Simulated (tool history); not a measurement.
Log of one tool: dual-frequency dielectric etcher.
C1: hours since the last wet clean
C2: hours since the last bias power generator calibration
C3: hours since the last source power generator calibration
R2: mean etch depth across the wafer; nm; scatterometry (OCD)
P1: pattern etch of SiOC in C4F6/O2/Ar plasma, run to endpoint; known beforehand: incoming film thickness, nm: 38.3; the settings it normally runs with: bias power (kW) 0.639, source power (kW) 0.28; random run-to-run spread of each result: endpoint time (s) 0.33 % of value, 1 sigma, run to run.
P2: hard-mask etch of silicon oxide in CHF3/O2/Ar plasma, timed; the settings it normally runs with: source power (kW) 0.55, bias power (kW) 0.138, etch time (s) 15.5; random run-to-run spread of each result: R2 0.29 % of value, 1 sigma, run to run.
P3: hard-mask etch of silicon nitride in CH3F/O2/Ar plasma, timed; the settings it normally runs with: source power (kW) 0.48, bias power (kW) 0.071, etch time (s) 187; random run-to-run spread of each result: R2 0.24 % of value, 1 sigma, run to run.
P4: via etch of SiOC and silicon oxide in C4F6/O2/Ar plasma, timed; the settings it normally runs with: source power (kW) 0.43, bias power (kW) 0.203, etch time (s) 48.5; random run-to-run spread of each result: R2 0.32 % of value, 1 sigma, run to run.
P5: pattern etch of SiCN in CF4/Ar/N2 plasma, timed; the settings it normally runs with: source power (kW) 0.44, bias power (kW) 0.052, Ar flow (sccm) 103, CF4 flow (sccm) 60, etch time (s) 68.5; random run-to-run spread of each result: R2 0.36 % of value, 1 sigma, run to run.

run 1 day=0.671 | process_that_ran=P1 bias_power_(kW)=0.639 source_power_(kW)=0.28 | C1=165.9 C2=1467.4 C3=329.9 | endpoint_time_(s)=13.648
run 2 day=1.333 | process_that_ran=P1 bias_power_(kW)=0.639 source_power_(kW)=0.33 | C1=181.8 C2=1483.3 C3=345.8 | endpoint_time_(s)=12.898
run 3 day=1.742 | process_that_ran=P5 bias_power_(kW)=0.052 source_power_(kW)=0.44 Ar_flow_(sccm)=75 CF4_flow_(sccm)=60 etch_time_(s)=68.5 | C1=191.6 C2=1493.1 C3=355.6 | R2=52.45
run 4 day=2.104 | process_that_ran=P3 bias_power_(kW)=0.071 source_power_(kW)=0.48 etch_time_(s)=187 | C1=200.3 C2=1501.8 C3=364.3 | R2=143.19
run 5 day=2.592 | process_that_ran=P2 bias_power_(kW)=0.138 source_power_(kW)=0.55 etch_time_(s)=15.5 | C1=212 C2=1513.5 C3=376 | R2=28.899
run 6 day=3.292 | process_that_ran=P2 bias_power_(kW)=0.088 source_power_(kW)=0.55 etch_time_(s)=15.5 | C1=228.8 C2=1530.3 C3=392.8 | R2=25.266
-- day=3.65 wet clean of the chamber
run 7 day=3.958 | process_that_ran=P4 bias_power_(kW)=0.203 source_power_(kW)=0.53 etch_time_(s)=48.5 | C1=7.4 C2=1546.3 C3=408.8 | R2=63.786
run 8 day=4.296 | process_that_ran=P5 bias_power_(kW)=0.052 source_power_(kW)=0.44 Ar_flow_(sccm)=103 CF4_flow_(sccm)=45 etch_time_(s)=68.5 | C1=15.5 C2=1554.4 C3=416.9 | R2=47.504
run 9 day=4.629 | process_that_ran=P1 bias_power_(kW)=0.639 source_power_(kW)=0.28 | C1=23.5 C2=1562.4 C3=424.9 | endpoint_time_(s)=13.688
run 10 day=5.312 | process_that_ran=P1 bias_power_(kW)=0.907 source_power_(kW)=0.28 | C1=39.9 C2=1578.8 C3=441.3 | endpoint_time_(s)=11.831
run 11 day=6.021 | process_that_ran=P1 bias_power_(kW)=0.639 source_power_(kW)=0.28 | C1=56.9 C2=1595.8 C3=458.3 | endpoint_time_(s)=13.617
run 12 day=6.496 | process_that_ran=P2 bias_power_(kW)=0.138 source_power_(kW)=0.55 etch_time_(s)=10.5 | C1=68.3 C2=1607.2 C3=469.7 | R2=19.502
run 13 day=6.808 | process_that_ran=P5 bias_power_(kW)=0.071 source_power_(kW)=0.44 Ar_flow_(sccm)=103 CF4_flow_(sccm)=60 etch_time_(s)=68.5 | C1=75.8 C2=1614.7 C3=477.2 | R2=55.731
run 14 day=7.45 | process_that_ran=P5 bias_power_(kW)=0.052 source_power_(kW)=0.57 Ar_flow_(sccm)=103 CF4_flow_(sccm)=60 etch_time_(s)=68.5 | C1=91.2 C2=1630.1 C3=492.6 | R2=62.225
run 15 day=8.029 | process_that_ran=P2 bias_power_(kW)=0.138 source_power_(kW)=0.55 etch_time_(s)=15.5 | C1=105.1 C2=1644 C3=506.5 | R2=28.803
run 16 day=8.721 | process_that_ran=P4 bias_power_(kW)=0.203 source_power_(kW)=0.43 etch_time_(s)=48.5 | C1=121.7 C2=1660.6 C3=523.1 | R2=59.126
run 17 day=9.083 | process_that_ran=P1 bias_power_(kW)=0.39 source_power_(kW)=0.28 | C1=130.4 C2=1669.3 C3=531.8 | endpoint_time_(s)=16.558
run 18 day=9.429 | process_that_ran=P3 bias_power_(kW)=0.071 source_power_(kW)=0.48 etch_time_(s)=103 | C1=138.7 C2=1677.6 C3=540.1 | R2=78.981
run 19 day=9.821 | process_that_ran=P5 bias_power_(kW)=0.052 source_power_(kW)=0.44 Ar_flow_(sccm)=103 CF4_flow_(sccm)=60 etch_time_(s)=37.5 | C1=148.1 C2=1687 C3=549.5 | R2=27.228
run 20 day=10.312 | process_that_ran=P5 bias_power_(kW)=0.052 source_power_(kW)=0.44 Ar_flow_(sccm)=103 CF4_flow_(sccm)=60 etch_time_(s)=68.5 | C1=159.9 C2=1698.8 C3=561.3 | R2=49.727
run 21 day=10.746 | process_that_ran=P1 bias_power_(kW)=0.759 source_power_(kW)=0.35 | C1=170.3 C2=1709.2 C3=571.7 | endpoint_time_(s)=11.799
run 22 day=11.062 | process_that_ran=P2 bias_power_(kW)=0.138 source_power_(kW)=0.45 etch_time_(s)=15.5 | C1=177.9 C2=1716.8 C3=579.3 | R2=26.817
run 23 day=11.712 | process_that_ran=P1 bias_power_(kW)=0.639 source_power_(kW)=0.28 | C1=193.5 C2=1732.4 C3=594.9 | endpoint_time_(s)=13.764
run 24 day=12.25 | process_that_ran=P1 bias_power_(kW)=0.639 source_power_(kW)=0.28 | C1=206.4 C2=1745.3 C3=607.8 | endpoint_time_(s)=13.665
run 25 day=12.896 | process_that_ran=P1 bias_power_(kW)=0.639 source_power_(kW)=0.28 | C1=221.9 C2=1760.8 C3=623.3 | endpoint_time_(s)=13.727
run 26 day=13.267 | process_that_ran=P3 bias_power_(kW)=0.047 source_power_(kW)=0.48 etch_time_(s)=187 | C1=230.8 C2=1769.7 C3=632.2 | R2=125.27
run 27 day=13.946 | process_that_ran=P4 bias_power_(kW)=0.271 source_power_(kW)=0.43 etch_time_(s)=48.5 | C1=247.1 C2=1786 C3=648.5 | R2=64.897
run 28 day=14.317 | process_that_ran=P1 bias_power_(kW)=0.639 source_power_(kW)=0.22 | C1=256 C2=1794.9 C3=657.4 | endpoint_time_(s)=15.008
run 29 day=14.775 | process_that_ran=P4 bias_power_(kW)=0.203 source_power_(kW)=0.43 etch_time_(s)=62.5 | C1=267 C2=1805.9 C3=668.4 | R2=76.089
run 30 day=15.233 | process_that_ran=P3 bias_power_(kW)=0.071 source_power_(kW)=0.28 etch_time_(s)=187 | C1=278 C2=1816.9 C3=679.4 | R2=117.03
run 31 day=15.712 | process_that_ran=P1 bias_power_(kW)=0.639 source_power_(kW)=0.28 | C1=289.5 C2=1828.4 C3=690.9 | endpoint_time_(s)=13.762
run 32 day=16.133 | process_that_ran=P1 bias_power_(kW)=0.639 source_power_(kW)=0.28 | C1=299.6 C2=1838.5 C3=701 | endpoint_time_(s)=13.663
run 33 day=16.825 | process_that_ran=P1 bias_power_(kW)=0.639 source_power_(kW)=0.28 | C1=316.2 C2=1855.1 C3=717.6 | endpoint_time_(s)=13.55
run 34 day=17.521 | process_that_ran=P1 bias_power_(kW)=0.639 source_power_(kW)=0.28 | C1=332.9 C2=1871.8 C3=734.3 | endpoint_time_(s)=13.527
run 35 day=17.829 | process_that_ran=P1 bias_power_(kW)=0.639 source_power_(kW)=0.28 | C1=340.3 C2=1879.2 C3=741.7 | endpoint_time_(s)=13.421
-- day=17.95 wet clean of the chamber
run 36 day=18.5 | process_that_ran=P1 bias_power_(kW)=0.639 source_power_(kW)=0.28 | C1=13.2 C2=1895.3 C3=757.8 | endpoint_time_(s)=13.415
run 37 day=19.004 | process_that_ran=P1 bias_power_(kW)=0.639 source_power_(kW)=0.28 | C1=25.3 C2=1907.4 C3=769.9 | endpoint_time_(s)=13.549
run 38 day=19.475 | process_that_ran=P1 bias_power_(kW)=0.639 source_power_(kW)=0.28 | C1=36.6 C2=1918.7 C3=781.2 | endpoint_time_(s)=13.486
run 39 day=20.079 | process_that_ran=P1 bias_power_(kW)=0.639 source_power_(kW)=0.28 | C1=51.1 C2=1933.2 C3=795.7 | endpoint_time_(s)=13.436
run 40 day=20.729 | process_that_ran=P1 bias_power_(kW)=0.639 source_power_(kW)=0.28 | C1=66.7 C2=1948.8 C3=811.3 | endpoint_time_(s)=13.447

P1 no longer gives what it gave before; its output has crept away from where it was. The following 2 causes, each at its listed size, fit the log equally well:
A: bias power that arrives over what is set, % = 4.35
B: source power that arrives over what is set, % = 4.71
The onset of the drift is placed at about day 15.712.
Each remaining cause and why it is not a fit:
chamber walls in a state that raises the etch rate, %: was serviced at day 17.95, once the creep was under way, yet the earlier output never came back

Which of the 4 check runs listed below separates the causes, so that each cause would produce a clearly different result? Each run uses one wafer, and its results are marked with question marks.
run check 1 day=21.379 | process_that_ran=P4 bias_power_(kW)=0.203 source_power_(kW)=0.43 etch_time_(s)=48.5 | R2=?
run check 2 day=21.379 | process_that_ran=P5 bias_power_(kW)=0.052 source_power_(kW)=0.44 Ar_flow_(sccm)=103 CF4_flow_(sccm)=60 etch_time_(s)=68.5 | R2=?
run check 3 day=21.379 | process_that_ran=P2 bias_power_(kW)=0.138 source_power_(kW)=0.55 etch_time_(s)=15.5 | R2=?
run check 4 day=21.379 | process_that_ran=P3 bias_power_(kW)=0.071 source_power_(kW)=0.48 etch_time_(s)=187 | R2=?

Predicted outcomes, by check and by cause:
check=check_1 result=R2 if_A=59.766 if_B=59.988
check=check_2 result=R2 if_A=50.375 if_B=51.721
check=check_3 result=R2 if_A=29.304 if_B=29.426
check=check_4 result=R2 if_A=145.45 if_B=145.91
Per check, the gap between the least separated pair of causes, taken in the result that splits them most: check 1 0.37 %; check 2 2.64 %; check 3 0.42 %; check 4 0.31 %
The causes can be told apart only by check 2. The other checks would give nearly the same results under each of them.

Check 2 was then run and gave: R2 50.131 nm. Which cause is it?

The cause is A: bias power that arrives over what is set, %.
